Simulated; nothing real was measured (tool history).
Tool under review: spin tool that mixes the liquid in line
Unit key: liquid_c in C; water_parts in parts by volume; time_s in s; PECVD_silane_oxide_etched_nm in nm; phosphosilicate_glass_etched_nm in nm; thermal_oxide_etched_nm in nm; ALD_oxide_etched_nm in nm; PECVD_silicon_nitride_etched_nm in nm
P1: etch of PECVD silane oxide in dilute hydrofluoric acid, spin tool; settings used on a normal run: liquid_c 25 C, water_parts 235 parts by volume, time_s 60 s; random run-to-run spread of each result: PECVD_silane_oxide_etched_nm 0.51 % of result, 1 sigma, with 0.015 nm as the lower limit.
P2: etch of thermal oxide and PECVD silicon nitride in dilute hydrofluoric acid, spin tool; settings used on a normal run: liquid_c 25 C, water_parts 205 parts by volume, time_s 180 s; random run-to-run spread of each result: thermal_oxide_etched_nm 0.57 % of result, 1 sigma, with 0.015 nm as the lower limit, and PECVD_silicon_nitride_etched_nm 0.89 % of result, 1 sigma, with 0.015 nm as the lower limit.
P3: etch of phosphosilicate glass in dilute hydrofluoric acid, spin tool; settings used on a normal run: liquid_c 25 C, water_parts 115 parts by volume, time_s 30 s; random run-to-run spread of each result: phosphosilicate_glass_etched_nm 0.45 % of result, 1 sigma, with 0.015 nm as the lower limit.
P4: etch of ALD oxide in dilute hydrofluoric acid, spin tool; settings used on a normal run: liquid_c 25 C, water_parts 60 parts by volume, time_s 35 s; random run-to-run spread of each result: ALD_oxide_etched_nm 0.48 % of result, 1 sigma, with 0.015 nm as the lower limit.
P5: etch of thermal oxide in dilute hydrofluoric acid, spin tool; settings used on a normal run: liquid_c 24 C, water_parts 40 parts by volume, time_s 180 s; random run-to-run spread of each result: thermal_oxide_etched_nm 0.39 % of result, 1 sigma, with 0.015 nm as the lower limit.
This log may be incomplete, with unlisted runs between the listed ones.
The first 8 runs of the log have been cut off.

run,hour,process,liquid_c,water_parts,time_s,hours since the thermometer was replaced,hours since the hydrofluoric acid flow meter was replaced,PECVD_silane_oxide_etched_nm,phosphosilicate_glass_etched_nm,thermal_oxide_etched_nm,ALD_oxide_etched_nm,PECVD_silicon_nitride_etched_nm
9,86.8,P1,25,235,60,671.2,748.7,11.557,,,,
10,95.9,P1,25,235,105,680.3,757.8,20.498,,,,
11,104.9,P5,24,40,180,689.3,766.8,,,23.378,,
12,110.7,P4,25,60,35,695.1,772.6,,,,10.773,
13,123.6,P1,25,235,60,708,785.5,11.715,,,,
14,136.4,P2,25,205,180,720.8,798.3,,,3.6726,,3.0507
15,147.8,P1,20,235,25,732.2,809.7,4.0584,,,,
16,155.1,P1,25,235,15,739.5,817,2.9529,,,,
17,163.1,P1,25,235,60,747.5,825,11.599,,,,
18,170.4,P1,19,235,60,754.8,832.3,9.3497,,,,
19,177.2,P2,19,205,180,761.6,839.1,,,2.9564,,2.0656
20,184.4,P5,29,40,180,768.8,846.3,,,28.619,,
21,197.6,P3,19.5,115,30,782,859.5,,31.606,,,
22,206.6,P3,25,115,30,791,868.5,,39.317,,,
23,212.9,P1,25,340,60,797.3,874.8,7.2916,,,,
24,222.9,P4,25,40,35,807.3,884.8,,,,16.466,
25,231.6,P2,25,205,270,816,893.5,,,5.582,,4.6076
26,243.1,P5,24,40,180,827.5,905,,,23.339,,

Expected results for the next run?
27,252.5,P3,25,115,15,836.9,914.4,,?,,,

{"run 27": {"phosphosilicate_glass_etched_nm": 19.581}}
